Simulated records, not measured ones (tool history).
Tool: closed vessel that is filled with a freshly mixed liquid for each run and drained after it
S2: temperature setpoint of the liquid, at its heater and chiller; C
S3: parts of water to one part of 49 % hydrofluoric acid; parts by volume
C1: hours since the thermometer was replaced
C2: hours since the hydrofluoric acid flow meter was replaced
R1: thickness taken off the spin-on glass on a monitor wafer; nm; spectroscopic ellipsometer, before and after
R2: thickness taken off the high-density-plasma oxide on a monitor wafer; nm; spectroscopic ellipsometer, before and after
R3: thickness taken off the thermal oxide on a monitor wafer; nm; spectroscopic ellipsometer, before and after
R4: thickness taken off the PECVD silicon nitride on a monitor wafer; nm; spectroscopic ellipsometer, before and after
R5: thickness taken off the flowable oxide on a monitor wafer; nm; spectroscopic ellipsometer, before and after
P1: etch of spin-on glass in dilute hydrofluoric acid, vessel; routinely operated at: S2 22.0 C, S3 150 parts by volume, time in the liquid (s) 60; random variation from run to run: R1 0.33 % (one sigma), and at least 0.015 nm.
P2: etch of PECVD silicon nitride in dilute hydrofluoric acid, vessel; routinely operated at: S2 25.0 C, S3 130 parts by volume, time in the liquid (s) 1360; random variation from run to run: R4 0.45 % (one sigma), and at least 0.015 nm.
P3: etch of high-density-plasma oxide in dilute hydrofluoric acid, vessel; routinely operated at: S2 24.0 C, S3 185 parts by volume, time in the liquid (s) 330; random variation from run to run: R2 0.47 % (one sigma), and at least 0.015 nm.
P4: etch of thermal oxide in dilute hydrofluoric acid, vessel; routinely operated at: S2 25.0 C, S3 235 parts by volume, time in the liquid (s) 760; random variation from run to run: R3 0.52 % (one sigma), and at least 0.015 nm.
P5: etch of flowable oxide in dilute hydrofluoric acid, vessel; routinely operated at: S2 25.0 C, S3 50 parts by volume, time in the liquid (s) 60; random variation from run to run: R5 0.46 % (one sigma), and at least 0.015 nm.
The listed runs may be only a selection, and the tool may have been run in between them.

run 1 hour=16.6 | process_that_ran=P1 S2=22.0 S3=150 time_in_the_liquid_(s)=60 | C1=376.3 C2=619.3 | R1=19.879
run 2 hour=31.6 | process_that_ran=P3 S2=24.0 S3=185 time_in_the_liquid_(s)=580 | C1=391.3 C2=634.3 | R2=14.5650
run 3 hour=43.0 | process_that_ran=P1 S2=22.0 S3=150 time_in_the_liquid_(s)=60 | C1=402.7 C2=645.7 | R1=19.633
run 4 hour=57.0 | process_that_ran=P4 S2=21.5 S3=235 time_in_the_liquid_(s)=760 | C1=416.7 C2=659.7 | R3=11.71500
run 5 hour=66.9 | process_that_ran=P1 S2=22.0 S3=150 time_in_the_liquid_(s)=110 | C1=426.6 C2=669.6 | R1=36.112
-- hour=69.3 thermometer replaced
run 6 hour=82.6 | process_that_ran=P1 S2=17.0 S3=150 time_in_the_liquid_(s)=60 | C1=13.3 C2=685.3 | R1=16.170
run 7 hour=97.6 | process_that_ran=P1 S2=22.0 S3=40 time_in_the_liquid_(s)=60 | C1=28.3 C2=700.3 | R1=84.280
run 8 hour=114.5 | process_that_ran=P4 S2=25.0 S3=135 time_in_the_liquid_(s)=760 | C1=45.2 C2=717.2 | R3=26.46300
run 9 hour=129.8 | process_that_ran=P1 S2=22.0 S3=150 time_in_the_liquid_(s)=60 | C1=60.5 C2=732.5 | R1=19.725
run 10 hour=147.0 | process_that_ran=P4 S2=25.0 S3=235 time_in_the_liquid_(s)=760 | C1=77.7 C2=749.7 | R3=13.41700
run 11 hour=164.7 | process_that_ran=P2 S2=25.0 S3=130 time_in_the_liquid_(s)=1360 | C1=95.4 C2=767.4 | R4=23.2180
run 12 hour=174.6 | process_that_ran=P2 S2=31.5 S3=130 time_in_the_liquid_(s)=1360 | C1=105.3 C2=777.3 | R4=35.0430
run 13 hour=191.9 | process_that_ran=P5 S2=25.0 S3=50 time_in_the_liquid_(s)=30 | C1=122.6 C2=794.6 | R5=28.921
run 14 hour=204.8 | process_that_ran=P1 S2=26.0 S3=150 time_in_the_liquid_(s)=95 | C1=135.5 C2=807.5 | R1=36.371
run 15 hour=221.2 | process_that_ran=P5 S2=25.0 S3=80 time_in_the_liquid_(s)=60 | C1=151.9 C2=823.9 | R5=34.638
run 16 hour=229.3 | process_that_ran=P3 S2=24.0 S3=185 time_in_the_liquid_(s)=330 | C1=160.0 C2=832.0 | R2=8.3573
run 17 hour=239.3 | process_that_ran=P3 S2=28.0 S3=185 time_in_the_liquid_(s)=330 | C1=170.0 C2=842.0 | R2=9.7181
run 18 hour=252.5 | process_that_ran=P2 S2=25.0 S3=130 time_in_the_liquid_(s)=55 | C1=183.2 C2=855.2 | R4=0.9282
run 19 hour=263.6 | process_that_ran=P2 S2=25.0 S3=80 time_in_the_liquid_(s)=1360 | C1=194.3 C2=866.3 | R4=37.6730
run 20 hour=277.5 | process_that_ran=P5 S2=25.0 S3=50 time_in_the_liquid_(s)=60 | C1=208.2 C2=880.2 | R5=57.786
run 21 hour=287.4 | process_that_ran=P1 S2=22.0 S3=150 time_in_the_liquid_(s)=60 | C1=218.1 C2=890.1 | R1=19.681
run 22 hour=295.4 | process_that_ran=P1 S2=22.0 S3=150 time_in_the_liquid_(s)=60 | C1=226.1 C2=898.1 | R1=19.694
run 23 hour=306.7 | process_that_ran=P1 S2=22.0 S3=240 time_in_the_liquid_(s)=60 | C1=237.4 C2=909.4 | R1=11.264
run 24 hour=323.6 | process_that_ran=P1 S2=27.5 S3=150 time_in_the_liquid_(s)=60 | C1=254.3 C2=926.3 | R1=24.331
run 25 hour=334.7 | process_that_ran=P1 S2=22.0 S3=150 time_in_the_liquid_(s)=30 | C1=265.4 C2=937.4 | R1=9.879
run 26 hour=351.9 | process_that_ran=P5 S2=19.0 S3=50 time_in_the_liquid_(s)=60 | C1=282.6 C2=954.6 | R5=44.435
run 27 hour=369.1 | process_that_ran=P1 S2=22.0 S3=150 time_in_the_liquid_(s)=60 | C1=299.8 C2=971.8 | R1=19.682
run 28 hour=379.8 | process_that_ran=P4 S2=25.0 S3=235 time_in_the_liquid_(s)=30 | C1=310.5 C2=982.5 | R3=0.53725
run 29 hour=388.5 | process_that_ran=P3 S2=24.0 S3=275 time_in_the_liquid_(s)=330 | C1=319.2 C2=991.2 | R2=5.1572
run 30 hour=400.1 | process_that_ran=P1 S2=22.0 S3=150 time_in_the_liquid_(s)=60 | C1=330.8 C2=1002.8 | R1=19.736
run 31 hour=408.3 | process_that_ran=P1 S2=22.0 S3=150 time_in_the_liquid_(s)=60 | C1=339.0 C2=1011.0 | R1=20.092
run 32 hour=423.5 | process_that_ran=P1 S2=22.0 S3=150 time_in_the_liquid_(s)=60 | C1=354.2 C2=1026.2 | R1=20.373
run 33 hour=435.1 | process_that_ran=P1 S2=22.0 S3=150 time_in_the_liquid_(s)=60 | C1=365.8 C2=1037.8 | R1=20.754
run 34 hour=444.0 | process_that_ran=P1 S2=22.0 S3=150 time_in_the_liquid_(s)=60 | C1=374.7 C2=1046.7 | R1=20.809
run 35 hour=459.5 | process_that_ran=P1 S2=22.0 S3=150 time_in_the_liquid_(s)=60 | C1=390.2 C2=1062.2 | R1=20.990
run 36 hour=471.2 | process_that_ran=P1 S2=22.0 S3=150 time_in_the_liquid_(s)=60 | C1=401.9 C2=1073.9 | R1=20.963
run 37 hour=484.1 | process_that_ran=P1 S2=22.0 S3=150 time_in_the_liquid_(s)=60 | C1=414.8 C2=1086.8 | R1=20.989

What P1 gives has crept away from where it was. These 2 causes fit the log equally well, each at the size given:
A: liquid hotter than its thermometer reads (K) = 1.58
B: hydrofluoric acid flow above the setpoint (%) = 5.39
Creep in the process output first set in at about hour 400.1.

Of the 4 check runs listed below, each run on one wafer and each result written as a question mark, which would let you distinguish the listed causes because they would give clearly different results?
run check 1 hour=497.0 | process_that_ran=P3 S2=24.0 S3=260 time_in_the_liquid_(s)=330 | R2=?
run check 2 hour=497.0 | process_that_ran=P4 S2=25.0 S3=165 time_in_the_liquid_(s)=125 | R3=?
run check 3 hour=497.0 | process_that_ran=P5 S2=21.0 S3=50 time_in_the_liquid_(s)=60 | R5=?
run check 4 hour=497.0 | process_that_ran=P2 S2=25.0 S3=130 time_in_the_liquid_(s)=390 | R4=?

How each check would come out, cause by cause:
check=check_1 result=R2 if_A=5.8023 if_B=5.8626
check=check_2 result=R3 if_A=3.61390 if_B=3.62690
check=check_3 result=R5 if_A=52.179 if_B=51.637
check=check_4 result=R4 if_A=7.3749 if_B=7.0213
Smallest distance between any two causes, each pair judged by its most separating result, in per cent: check 1 1.03 %; check 2 0.36 %; check 3 1.05 %; check 4 4.91 %
Only check 4 tells the causes apart: in the others they would give nearly the same result.

With check 4 done, the readings were: R4 6.9913 nm. Identify which of the listed causes applies.

Of the candidate causes, it is B: hydrofluoric acid flow above the setpoint (%).
